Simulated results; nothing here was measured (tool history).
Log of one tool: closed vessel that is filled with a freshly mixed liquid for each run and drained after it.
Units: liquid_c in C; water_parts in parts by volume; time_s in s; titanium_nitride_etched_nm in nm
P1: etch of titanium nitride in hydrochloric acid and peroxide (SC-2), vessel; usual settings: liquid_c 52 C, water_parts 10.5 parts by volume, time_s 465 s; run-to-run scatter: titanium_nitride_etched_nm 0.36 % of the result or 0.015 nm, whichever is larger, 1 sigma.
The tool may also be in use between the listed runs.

| run | hour | liquid_c | water_parts | time_s | titanium_nitride_etched_nm |
|---|---|---|---|---|---|
| 1 | 5.2 | 52 | 10.5 | 465 | 20.991 |
|  | 7.8 | chemicals flow meter replaced |
| 2 | 10.6 | 67 | 10.5 | 465 | 53.6 |
| 3 | 13.9 | 52 | 18 | 855 | 24.127 |
| 4 | 16.7 | 52 | 10.5 | 465 | 20.865 |
| 5 | 22.2 | 52 | 17 | 465 | 13.818 |
| 6 | 26.4 | 52 | 4 | 465 | 43.84 |
| 7 | 29.9 | 52 | 10.5 | 910 | 41.098 |
| 8 | 32.7 | 52 | 10.5 | 465 | 20.977 |
| 9 | 37.3 | 52 | 10.5 | 465 | 20.922 |
| 10 | 42 | 39 | 10.5 | 245 | 4.535 |
| 11 | 47.2 | 52 | 10.5 | 465 | 20.916 |
| 12 | 50.3 | 52 | 10.5 | 100 | 4.4555 |
| 13 | 53.8 | 52 | 10.5 | 465 | 21.02 |
|  | 54 | new drum of peroxide connected |
| 14 | 58.8 | 63 | 10.5 | 150 | 13.641 |
| 15 | 63.7 | 36.5 | 10.5 | 465 | 7.1463 |
| 16 | 66.8 | 52 | 10.5 | 465 | 20.943 |
| 17 | 71.2 | 52 | 10.5 | 465 | 19.772 |
| 18 | 74 | 52 | 10.5 | 465 | 19.575 |
|  | 75.3 | new drum of peroxide connected |
| 19 | 76.6 | 52 | 10.5 | 465 | 19.336 |
| 20 | 80.7 | 52 | 10.5 | 465 | 19.187 |
| 21 | 86 | 52 | 10.5 | 465 | 18.948 |
| 22 | 90.8 | 52 | 10.5 | 465 | 18.947 |

What P1 gives has crept away from where it was. These 2 causes fit the log equally well, each at the size given:
A: liquid colder than its thermometer reads (K) = 1.44
B: chemicals flow below the setpoint (%) = 10.6
The creep began at about hour 66.8.
Why every other cause is out:
peroxide weaker than its label (%): serviced at hour 75.3, which brought nothing back

4 check runs are offered, each on 2 wafers whose results are averaged, their results left as question marks. Which one tells the causes apart?
| check 1 | 95.6 | 52 | 16 | 870 | ? |
| check 2 | 95.6 | 52 | 16 | 125 | ? |
| check 3 | 95.6 | 67 | 5.5 | 465 | ? |
| check 4 | 95.6 | 43.5 | 4 | 465 | ? |

What each check would give under each cause:
| check | result | if A | if B |
|---|---|---|---|
| check 1 | titanium_nitride_etched_nm | 24.678 | 24.556 |
| check 2 | titanium_nitride_etched_nm | 3.5457 | 3.5282 |
| check 3 | titanium_nitride_etched_nm | 82.061 | 82.362 |
| check 4 | titanium_nitride_etched_nm | 22.155 | 22.702 |
How far apart the two closest causes lie, in the result that separates them most: check 1 0.49 %; check 2 0.49 %; check 3 0.37 %; check 4 2.44 %
Only check 4 tells the causes apart: in the others they would give nearly the same result.

Then check 4 was run and gave: titanium_nitride_etched_nm 22.267 nm. Which cause is it?

It is A: liquid colder than its thermometer reads (K).

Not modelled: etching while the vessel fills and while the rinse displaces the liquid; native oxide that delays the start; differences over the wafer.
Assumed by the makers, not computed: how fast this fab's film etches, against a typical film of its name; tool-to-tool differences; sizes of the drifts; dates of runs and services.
